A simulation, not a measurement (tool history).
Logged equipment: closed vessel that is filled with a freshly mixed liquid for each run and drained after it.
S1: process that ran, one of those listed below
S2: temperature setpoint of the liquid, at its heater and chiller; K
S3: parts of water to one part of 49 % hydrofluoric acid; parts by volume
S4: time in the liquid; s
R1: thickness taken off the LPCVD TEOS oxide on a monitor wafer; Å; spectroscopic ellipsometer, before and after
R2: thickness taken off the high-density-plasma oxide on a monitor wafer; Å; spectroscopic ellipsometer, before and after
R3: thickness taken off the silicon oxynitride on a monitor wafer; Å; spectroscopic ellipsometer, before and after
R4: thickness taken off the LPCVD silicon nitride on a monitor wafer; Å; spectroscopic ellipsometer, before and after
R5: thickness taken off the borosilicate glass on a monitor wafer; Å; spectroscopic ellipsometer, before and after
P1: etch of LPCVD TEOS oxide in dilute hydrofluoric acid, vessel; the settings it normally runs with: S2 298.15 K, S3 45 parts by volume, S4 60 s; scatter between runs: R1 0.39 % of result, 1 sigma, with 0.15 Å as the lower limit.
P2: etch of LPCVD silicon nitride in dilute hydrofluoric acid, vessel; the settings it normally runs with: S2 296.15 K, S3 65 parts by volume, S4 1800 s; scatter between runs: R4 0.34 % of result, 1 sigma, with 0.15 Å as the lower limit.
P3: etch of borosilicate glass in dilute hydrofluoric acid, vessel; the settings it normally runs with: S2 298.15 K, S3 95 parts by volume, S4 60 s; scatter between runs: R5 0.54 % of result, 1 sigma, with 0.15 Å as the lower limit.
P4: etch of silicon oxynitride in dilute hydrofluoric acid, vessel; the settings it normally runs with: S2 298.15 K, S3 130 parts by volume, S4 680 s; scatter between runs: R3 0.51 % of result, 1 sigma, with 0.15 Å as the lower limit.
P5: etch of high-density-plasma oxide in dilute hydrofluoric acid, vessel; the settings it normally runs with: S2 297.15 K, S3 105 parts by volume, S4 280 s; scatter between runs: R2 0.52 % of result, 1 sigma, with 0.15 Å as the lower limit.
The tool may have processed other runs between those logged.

run	hour	S1	S2	S3	S4	R1	R2	R3	R4	R5
1	4.8	P1	298.15	45	60	548.39				
2	7.7	P5	297.15	105	75		52.159			
3	10.1	P4	298.15	130	1275			184.14		
4	14.7	P2	303.15	65	1800				221.39	
5	17.6	P5	297.15	105	280		191			
6	22.7	P2	296.15	115	1800				79.516	
7	26.6	P2	296.15	65	1800				139.45	
8	29	P1	298.15	45	60	547.86				
9	32	P1	298.15	20	60	1274.4				
10	36.8	P1	298.15	45	60	545.5				
11	41.4	P1	298.15	30	105	1464.7				
12	44.9	P1	298.15	75	60	315.1				
13	48.4	P3	298.15	95	60					197.69
14	52	P2	296.15	65	3490				271.21	
15	55.5	P1	305.65	45	60	737.6				
16	58.3	P1	298.15	45	30	272.08				
17	62.2	P1	298.15	45	60	550.56				
18	64.7	P3	298.15	175	60					96.54
19	68.8	P5	302.65	105	280		238.08			
20	71.7	P4	292.15	130	680			73.827		
21	77	P5	297.15	105	280		194.43			
22	82	P1	298.15	45	115	1055				
23	87.3	P1	298.15	45	60	550.42				
24	91.5	P3	298.15	95	30					97.47
25	96.2	P4	298.15	200	680			59.791		
26	100	P3	290.15	95	60					139.5
27	102.5	P5	297.15	180	280		103.69			
# hour 104.3: thermometer replaced
28	105.5	P1	294.15	45	60	464.01				
29	108.8	P4	298.15	130	680			98.86		
30	113.3	P2	296.15	65	1800				139.38	
31	115.8	P1	298.15	45	60	550.58				
32	119.6	P1	298.15	45	60	527.98				
33	123.3	P1	298.15	45	60	522.7				
34	126.2	P1	298.15	45	60	513.81				
35	129.6	P1	298.15	45	60	509.37				
36	133.3	P1	298.15	45	60	509.09				
37	137.4	P1	298.15	45	60	509.49				

Run 38 comes next. What will it give?
38	140.2	P1	298.15	45	60	?				

Logged for run 38: R1 508.84 Å.
